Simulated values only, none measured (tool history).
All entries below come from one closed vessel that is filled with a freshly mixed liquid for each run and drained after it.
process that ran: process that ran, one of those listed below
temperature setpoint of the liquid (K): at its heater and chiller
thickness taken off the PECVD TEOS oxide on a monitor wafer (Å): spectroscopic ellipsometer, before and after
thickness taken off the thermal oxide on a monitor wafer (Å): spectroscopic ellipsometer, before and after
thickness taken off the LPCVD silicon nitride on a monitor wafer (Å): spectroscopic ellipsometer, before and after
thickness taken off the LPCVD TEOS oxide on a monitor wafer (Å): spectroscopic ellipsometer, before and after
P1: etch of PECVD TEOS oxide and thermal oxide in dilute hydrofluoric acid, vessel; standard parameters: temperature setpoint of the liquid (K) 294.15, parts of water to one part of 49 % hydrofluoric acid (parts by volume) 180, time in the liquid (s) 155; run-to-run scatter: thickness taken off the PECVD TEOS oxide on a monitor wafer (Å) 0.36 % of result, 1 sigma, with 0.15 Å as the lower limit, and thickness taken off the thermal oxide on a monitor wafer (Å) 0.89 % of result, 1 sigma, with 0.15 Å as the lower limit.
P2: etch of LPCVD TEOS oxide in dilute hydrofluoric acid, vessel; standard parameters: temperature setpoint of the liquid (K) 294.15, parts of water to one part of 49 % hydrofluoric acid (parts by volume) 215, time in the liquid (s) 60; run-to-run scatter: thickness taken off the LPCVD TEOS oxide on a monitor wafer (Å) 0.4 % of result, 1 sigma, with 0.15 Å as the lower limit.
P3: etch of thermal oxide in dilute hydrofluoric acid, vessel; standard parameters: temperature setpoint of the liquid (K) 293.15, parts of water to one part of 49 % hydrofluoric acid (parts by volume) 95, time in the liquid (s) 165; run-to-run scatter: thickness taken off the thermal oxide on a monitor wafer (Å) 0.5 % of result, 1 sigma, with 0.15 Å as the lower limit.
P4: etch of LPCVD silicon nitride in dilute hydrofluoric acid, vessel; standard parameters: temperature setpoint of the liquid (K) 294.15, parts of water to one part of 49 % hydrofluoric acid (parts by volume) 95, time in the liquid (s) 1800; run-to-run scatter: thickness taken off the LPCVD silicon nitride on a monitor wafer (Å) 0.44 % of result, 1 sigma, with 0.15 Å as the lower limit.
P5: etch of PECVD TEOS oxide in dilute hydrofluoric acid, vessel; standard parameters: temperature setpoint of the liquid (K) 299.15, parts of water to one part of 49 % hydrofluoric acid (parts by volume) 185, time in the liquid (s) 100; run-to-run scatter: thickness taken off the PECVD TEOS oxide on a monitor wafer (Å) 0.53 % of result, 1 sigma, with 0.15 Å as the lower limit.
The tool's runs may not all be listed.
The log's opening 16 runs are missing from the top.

run	day	process that ran	temperature setpoint of the liquid (K)	parts of water to one part of 49 % hydrofluoric acid (parts by volume)	time in the liquid (s)	thickness taken off the PECVD TEOS oxide on a monitor wafer (Å)	thickness taken off the thermal oxide on a monitor wafer (Å)	thickness taken off the LPCVD silicon nitride on a monitor wafer (Å)	thickness taken off the LPCVD TEOS oxide on a monitor wafer (Å)
17	2.708	P1	294.15	245	155	75.701	20.705		
18	2.842	P1	294.15	60	155	378.01	103.27		
19	3.046	P2	294.15	95	60				137.43
20	3.225	P5	299.15	45	100	475.77			
21	3.388	P5	292.15	185	100	74.85			
22	3.542	P1	294.15	180	245	173.46	47.502		
23	3.658	P1	294.15	65	280	624.64	170.38		
24	3.779	P5	299.15	185	100	96.325			
25	3.938	P1	290.15	180	155	94.244	25.956		
26	4.038	P5	299.15	185	100	96.954			
27	4.212	P4	294.15	25	1800			242.66	
28	4.342	P3	293.15	95	305		125.36		

Run 29 has not been measured yet. What should we expect?
29	4.471	P2	294.15	215	60				?

For run 29 the tool returned thickness taken off the LPCVD TEOS oxide on a monitor wafer (Å) 53.232.
